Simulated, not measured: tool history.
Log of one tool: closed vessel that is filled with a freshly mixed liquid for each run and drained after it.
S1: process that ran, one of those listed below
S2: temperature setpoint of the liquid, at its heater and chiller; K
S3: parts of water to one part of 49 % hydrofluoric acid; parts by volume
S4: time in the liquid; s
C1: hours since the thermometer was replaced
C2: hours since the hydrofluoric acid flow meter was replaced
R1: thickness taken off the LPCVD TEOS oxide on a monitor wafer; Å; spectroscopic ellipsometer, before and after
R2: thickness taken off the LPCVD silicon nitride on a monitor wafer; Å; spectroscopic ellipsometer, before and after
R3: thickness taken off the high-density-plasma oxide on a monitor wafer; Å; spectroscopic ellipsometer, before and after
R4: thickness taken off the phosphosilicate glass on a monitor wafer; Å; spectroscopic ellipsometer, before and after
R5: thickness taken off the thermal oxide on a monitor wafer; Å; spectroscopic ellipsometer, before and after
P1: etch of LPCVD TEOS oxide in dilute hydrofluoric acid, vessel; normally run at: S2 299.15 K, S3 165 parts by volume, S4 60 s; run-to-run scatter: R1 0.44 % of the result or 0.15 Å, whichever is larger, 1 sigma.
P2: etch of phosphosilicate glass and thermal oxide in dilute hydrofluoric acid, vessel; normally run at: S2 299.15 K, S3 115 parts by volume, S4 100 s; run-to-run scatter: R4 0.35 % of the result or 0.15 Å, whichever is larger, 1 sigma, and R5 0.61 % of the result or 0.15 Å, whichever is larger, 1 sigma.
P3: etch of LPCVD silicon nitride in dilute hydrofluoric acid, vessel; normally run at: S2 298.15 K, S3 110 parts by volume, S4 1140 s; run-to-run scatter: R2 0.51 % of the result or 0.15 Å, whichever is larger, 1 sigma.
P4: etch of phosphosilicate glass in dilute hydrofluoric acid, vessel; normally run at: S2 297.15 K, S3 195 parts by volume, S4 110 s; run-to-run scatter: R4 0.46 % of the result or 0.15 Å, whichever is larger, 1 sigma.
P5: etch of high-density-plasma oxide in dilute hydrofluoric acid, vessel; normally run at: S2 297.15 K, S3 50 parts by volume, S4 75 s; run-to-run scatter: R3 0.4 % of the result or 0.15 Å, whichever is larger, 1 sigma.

run	day	S1	S2	S3	S4	C1	C2	R1	R2	R3	R4	R5
1	0.508	P1	299.15	165	60	705.9	360.5	60.949				
2	0.779	P1	299.15	165	60	712.4	367	60.802				
3	1.346	P3	305.65	110	1140	726	380.6		100.53			
4	1.596	P1	299.15	230	60	732	386.6	40.884				
5	2.129	P1	292.15	165	90	744.8	399.4	69.644				
6	2.683	P1	299.15	165	110	758.1	412.7	112.06				
7	3.021	P1	299.15	165	60	766.2	420.8	61.401				
# day 3.154: thermometer replaced
8	3.325	P5	297.15	50	75	4.2	428.1			86.535		
9	3.829	P5	297.15	20	75	16.3	440.2			225.69		
10	4.121	P1	299.15	90	60	23.3	447.2	122.65				
11	4.55	P2	299.15	175	100	33.6	457.5				335.93	25.964
12	4.85	P4	297.15	195	110	40.8	464.7				565.33	
13	5.262	P1	303.65	230	60	50.7	474.6	47.35				
# day 5.296: hydrofluoric acid flow meter replaced
14	5.712	P1	304.15	165	60	61.5	10.1	73.004				
15	6.221	P5	297.15	50	75	73.7	22.3			86.604		
16	6.608	P5	297.15	50	30	83	31.6			34.667		
17	7.104	P1	299.15	165	60	94.9	43.5	60.548				
18	7.412	P4	297.15	195	160	102.3	50.9				824.95	
19	7.738	P1	291.15	165	60	110.1	58.7	45.11				
20	8.267	P1	299.15	165	30	122.8	71.4	30.821				
21	8.675	P2	299.15	115	200	132.6	81.2				1101.2	86.013
22	9.054	P3	298.15	110	1140	141.7	90.3		62.619			
23	9.417	P5	305.15	50	75	150.4	99			119.4		
24	9.858	P4	297.15	195	110	161	109.6				562.03	
25	10.271	P4	297.15	30	110	170.9	119.5				4468.4	
26	10.7	P2	299.15	115	100	181.2	129.8				547.41	43.146
27	11.254	P4	305.15	195	110	194.5	143.1				753.37	
28	11.671	P3	298.15	150	1140	204.5	153.1		46.395			
29	12.196	P3	298.15	110	1960	217.1	165.7		107.51			
30	12.462	P2	306.65	115	100	223.5	172.1				720.92	56.099
31	12.708	P1	294.65	85	60	229.4	178	109.24				
32	12.958	P1	299.15	165	60	235.4	184	60.668				
33	13.329	P1	299.15	165	60	244.3	192.9	63.521				
34	13.621	P1	299.15	165	60	251.3	199.9	64.297				
35	13.875	P1	299.15	165	60	257.4	206	65.729				
36	14.242	P1	299.15	165	60	266.2	214.8	66.266				
37	14.512	P1	299.15	165	60	272.7	221.3	66.383				
38	14.908	P1	299.15	165	60	282.2	230.8	66.335				
39	15.312	P1	299.15	165	60	291.9	240.5	66.863				

What P1 gives has crept away from where it was. These 2 causes fit the log equally well, each at the size given:
A: liquid hotter than its thermometer reads (K) = 2.29
B: hydrofluoric acid flow above the setpoint (%) = 7.29
The creep began at about day 12.958.

4 check runs are offered, one wafer each, their results left as question marks. Which one tells the causes apart?
check 1	15.717	P2	304.15	115	195						?	?
check 2	15.717	P5	304.65	50	30					?		
check 3	15.717	P4	304.65	95	110						?	
check 4	15.717	P3	298.15	110	1765				?			

What each check would give under each cause:
check	result	if A	if B
check 1	R4	1403.3	1401.1
check 1	R5	109.14	108.97
check 2	R3	51.14	50.524
check 3	R4	1880.3	1872.2
check 4	R2	112.5	104.06
How far apart the two closest causes lie, in the result that separates them most: check 1 0.16 %; check 2 1.21 %; check 3 0.43 %; check 4 7.79 %
Check 4 tells the causes apart: in the others they would give nearly the same result.

Check 4 was then run and gave: R2 103.56 Å. Which cause is it?

It is B: hydrofluoric acid flow above the setpoint (%).

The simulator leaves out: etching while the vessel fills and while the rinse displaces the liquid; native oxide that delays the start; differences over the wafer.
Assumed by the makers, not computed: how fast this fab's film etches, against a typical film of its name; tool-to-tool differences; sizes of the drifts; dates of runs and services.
